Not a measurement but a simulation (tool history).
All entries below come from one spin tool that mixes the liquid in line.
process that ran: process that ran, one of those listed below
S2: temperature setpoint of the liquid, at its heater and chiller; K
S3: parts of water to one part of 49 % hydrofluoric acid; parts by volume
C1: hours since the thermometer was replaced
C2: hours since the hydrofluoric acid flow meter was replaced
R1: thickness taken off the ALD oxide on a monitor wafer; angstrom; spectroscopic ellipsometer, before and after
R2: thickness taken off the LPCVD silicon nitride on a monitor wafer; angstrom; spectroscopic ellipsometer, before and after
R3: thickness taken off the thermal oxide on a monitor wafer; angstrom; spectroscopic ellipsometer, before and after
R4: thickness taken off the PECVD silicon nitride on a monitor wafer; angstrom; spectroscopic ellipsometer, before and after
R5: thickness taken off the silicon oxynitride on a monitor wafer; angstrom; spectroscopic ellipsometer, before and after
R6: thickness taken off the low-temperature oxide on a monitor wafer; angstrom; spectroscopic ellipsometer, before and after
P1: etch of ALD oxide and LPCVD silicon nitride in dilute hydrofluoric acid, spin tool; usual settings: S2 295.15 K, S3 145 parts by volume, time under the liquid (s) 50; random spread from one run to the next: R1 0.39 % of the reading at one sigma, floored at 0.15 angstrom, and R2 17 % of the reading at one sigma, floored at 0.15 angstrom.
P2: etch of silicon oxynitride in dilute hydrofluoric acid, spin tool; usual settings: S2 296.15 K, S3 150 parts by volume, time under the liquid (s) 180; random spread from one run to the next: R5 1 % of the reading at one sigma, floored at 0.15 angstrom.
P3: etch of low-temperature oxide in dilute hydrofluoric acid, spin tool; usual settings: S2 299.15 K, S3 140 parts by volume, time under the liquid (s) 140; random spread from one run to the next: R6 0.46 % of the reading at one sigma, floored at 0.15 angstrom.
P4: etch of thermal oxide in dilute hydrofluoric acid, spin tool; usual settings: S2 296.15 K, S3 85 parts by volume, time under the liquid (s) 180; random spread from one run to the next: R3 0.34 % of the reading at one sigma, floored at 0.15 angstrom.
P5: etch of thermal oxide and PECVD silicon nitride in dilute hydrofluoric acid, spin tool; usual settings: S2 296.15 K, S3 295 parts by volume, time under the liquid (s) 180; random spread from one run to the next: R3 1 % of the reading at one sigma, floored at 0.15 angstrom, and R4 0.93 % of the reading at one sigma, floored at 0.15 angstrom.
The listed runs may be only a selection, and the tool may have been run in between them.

run 1 hour=7.7 | process_that_ran=P1 S2=295.15 S3=145 time_under_the_liquid_(s)=50 | C1=333.4 C2=577 | R1=90.841 R2=1.7384
run 2 hour=11.7 | process_that_ran=P5 S2=296.15 S3=450 time_under_the_liquid_(s)=180 | C1=337.4 C2=581 | R3=13.193 R4=18.307
run 3 hour=15.9 | process_that_ran=P1 S2=295.15 S3=145 time_under_the_liquid_(s)=50 | C1=341.6 C2=585.2 | R1=90.216 R2=1.4832
run 4 hour=20.3 | process_that_ran=P1 S2=303.15 S3=145 time_under_the_liquid_(s)=70 | C1=346 C2=589.6 | R1=172.12 R2=3.2521
run 5 hour=25.4 | process_that_ran=P2 S2=296.15 S3=265 time_under_the_liquid_(s)=180 | C1=351.1 C2=594.7 | R5=13.293
run 6 hour=29.1 | process_that_ran=P5 S2=296.15 S3=295 time_under_the_liquid_(s)=355 | C1=354.8 C2=598.4 | R3=45.134 R4=54.559
run 7 hour=37 | process_that_ran=P1 S2=295.15 S3=90 time_under_the_liquid_(s)=50 | C1=362.7 C2=606.3 | R1=155 R2=2.1739
run 8 hour=44.5 | process_that_ran=P4 S2=296.15 S3=85 time_under_the_liquid_(s)=180 | C1=370.2 C2=613.8 | R3=98.585
run 9 hour=48.7 | process_that_ran=P3 S2=299.15 S3=205 time_under_the_liquid_(s)=140 | C1=374.4 C2=618 | R6=232.04
run 10 hour=56.3 | process_that_ran=P3 S2=292.15 S3=140 time_under_the_liquid_(s)=140 | C1=382 C2=625.6 | R6=279.51
run 11 hour=60.9 | process_that_ran=P1 S2=300.15 S3=145 time_under_the_liquid_(s)=50 | C1=386.6 C2=630.2 | R1=110.14 R2=1.5651
run 12 hour=68.6 | process_that_ran=P4 S2=296.15 S3=120 time_under_the_liquid_(s)=180 | C1=394.3 C2=637.9 | R3=66.632
-- hour=73.2 thermometer replaced
run 13 hour=74.4 | process_that_ran=P4 S2=304.15 S3=85 time_under_the_liquid_(s)=180 | C1=1.2 C2=643.7 | R3=134.75
run 14 hour=81.4 | process_that_ran=P1 S2=295.15 S3=145 time_under_the_liquid_(s)=15 | C1=8.2 C2=650.7 | R1=27.685 R2=0.62881
run 15 hour=87.7 | process_that_ran=P1 S2=295.15 S3=145 time_under_the_liquid_(s)=95 | C1=14.5 C2=657 | R1=172.88 R2=3.7662
run 16 hour=92.3 | process_that_ran=P1 S2=295.15 S3=220 time_under_the_liquid_(s)=75 | C1=19.1 C2=661.6 | R1=83.005 R2=1.7077
run 17 hour=96.5 | process_that_ran=P1 S2=295.15 S3=145 time_under_the_liquid_(s)=50 | C1=23.3 C2=665.8 | R1=90.608 R2=1.5342
run 18 hour=103.7 | process_that_ran=P1 S2=295.15 S3=145 time_under_the_liquid_(s)=50 | C1=30.5 C2=673 | R1=90.908 R2=1.5404
run 19 hour=109.3 | process_that_ran=P1 S2=295.15 S3=200 time_under_the_liquid_(s)=25 | C1=36.1 C2=678.6 | R1=31.324 R2=0.75349
run 20 hour=113 | process_that_ran=P2 S2=296.15 S3=150 time_under_the_liquid_(s)=15 | C1=39.8 C2=682.3 | R5=2.3166
run 21 hour=118.6 | process_that_ran=P1 S2=295.15 S3=235 time_under_the_liquid_(s)=50 | C1=45.4 C2=687.9 | R1=51.185 R2=1.0822
run 22 hour=124.4 | process_that_ran=P3 S2=299.15 S3=140 time_under_the_liquid_(s)=15 | C1=51.2 C2=693.7 | R6=39.264
run 23 hour=129.2 | process_that_ran=P1 S2=290.15 S3=145 time_under_the_liquid_(s)=50 | C1=56 C2=698.5 | R1=74.051 R2=1.3507
run 24 hour=135.4 | process_that_ran=P1 S2=295.15 S3=145 time_under_the_liquid_(s)=50 | C1=62.2 C2=704.7 | R1=91.111 R2=1.544
run 25 hour=140.4 | process_that_ran=P2 S2=302.65 S3=150 time_under_the_liquid_(s)=180 | C1=67.2 C2=709.7 | R5=34.305
run 26 hour=147.3 | process_that_ran=P1 S2=295.15 S3=145 time_under_the_liquid_(s)=50 | C1=74.1 C2=716.6 | R1=90.739 R2=1.5756
run 27 hour=151.9 | process_that_ran=P5 S2=302.65 S3=295 time_under_the_liquid_(s)=180 | C1=78.7 C2=721.2 | R3=27.872 R4=42.021
run 28 hour=156.3 | process_that_ran=P1 S2=295.15 S3=145 time_under_the_liquid_(s)=50 | C1=83.1 C2=725.6 | R1=90.593 R2=2.1015
run 29 hour=161.7 | process_that_ran=P3 S2=299.15 S3=140 time_under_the_liquid_(s)=140 | C1=88.5 C2=731 | R6=364.62
run 30 hour=165.2 | process_that_ran=P5 S2=296.15 S3=295 time_under_the_liquid_(s)=180 | C1=92 C2=734.5 | R3=22.55 R4=27.924
run 31 hour=169.8 | process_that_ran=P2 S2=296.15 S3=150 time_under_the_liquid_(s)=180 | C1=96.6 C2=739.1 | R5=25.842
run 32 hour=174.9 | process_that_ran=P4 S2=296.15 S3=85 time_under_the_liquid_(s)=335 | C1=101.7 C2=744.2 | R3=182.66
run 33 hour=180.2 | process_that_ran=P1 S2=295.15 S3=145 time_under_the_liquid_(s)=50 | C1=107 C2=749.5 | R1=90.777 R2=1.3684
run 34 hour=185.8 | process_that_ran=P1 S2=295.15 S3=145 time_under_the_liquid_(s)=50 | C1=112.6 C2=755.1 | R1=93.904 R2=1.9447
run 35 hour=189.5 | process_that_ran=P1 S2=295.15 S3=145 time_under_the_liquid_(s)=50 | C1=116.3 C2=758.8 | R1=95.551 R2=1.2485
run 36 hour=196.3 | process_that_ran=P1 S2=295.15 S3=145 time_under_the_liquid_(s)=50 | C1=123.1 C2=765.6 | R1=97.304 R2=2.0657
run 37 hour=199.9 | process_that_ran=P1 S2=295.15 S3=145 time_under_the_liquid_(s)=50 | C1=126.7 C2=769.2 | R1=98.04 R2=2.1959
run 38 hour=207.7 | process_that_ran=P1 S2=295.15 S3=145 time_under_the_liquid_(s)=50 | C1=134.5 C2=777 | R1=98.657 R2=1.3383
run 39 hour=212.4 | process_that_ran=P1 S2=295.15 S3=145 time_under_the_liquid_(s)=50 | C1=139.2 C2=781.7 | R1=98.76 R2=1.6445
run 40 hour=218.7 | process_that_ran=P1 S2=295.15 S3=145 time_under_the_liquid_(s)=50 | C1=145.5 C2=788 | R1=98.948 R2=2.1193
run 41 hour=224.5 | process_that_ran=P1 S2=295.15 S3=145 time_under_the_liquid_(s)=50 | C1=151.3 C2=793.8 | R1=98.972 R2=1.5992

What P1 gives has crept off from where it sat before. The 2 causes that follow fit the log equally well, each at the size noted:
A: liquid hotter than its thermometer reads (K) = 2.2
B: hydrofluoric acid flow above the setpoint (%) = 7.63
At approximately hour 180.2, the process output began to creep.

Each of the check runs listed below is run on 2 wafers and reports their average, with the results left as question marks. Pick the one under which the possible causes would lead to clearly different results.
run check 1 hour=230.3 | process_that_ran=P3 S2=295.15 S3=140 time_under_the_liquid_(s)=30 | R6=?
run check 2 hour=230.3 | process_that_ran=P5 S2=302.15 S3=295 time_under_the_liquid_(s)=180 | R3=? R4=?
run check 3 hour=230.3 | process_that_ran=P2 S2=296.15 S3=250 time_under_the_liquid_(s)=180 | R5=?
run check 4 hour=230.3 | process_that_ran=P4 S2=304.15 S3=85 time_under_the_liquid_(s)=180 | R3=?

Outcome of each check run for each possible cause:
check=check_1 result=R6 if_A=73.333 if_B=73.265
check=check_2 result=R3 if_A=30.212 if_B=30.99
check=check_2 result=R4 if_A=45.672 if_B=43.382
check=check_3 result=R5 if_A=15.852 if_B=15.701
check=check_4 result=R3 if_A=145.94 if_B=146.02
Gap, in per cent, between the two causes that each check separates least, read from the result that separates them most: check 1 0.09 %; check 2 5.14 %; check 3 0.96 %; check 4 0.05 %
Check 2 tells the causes apart: in the others they would give nearly the same result.

With check 2 done, the readings were: R3 30.961 angstrom; R4 43.553 angstrom. Identify which of the listed causes applies.

B is the cause: hydrofluoric acid flow above the setpoint (%).

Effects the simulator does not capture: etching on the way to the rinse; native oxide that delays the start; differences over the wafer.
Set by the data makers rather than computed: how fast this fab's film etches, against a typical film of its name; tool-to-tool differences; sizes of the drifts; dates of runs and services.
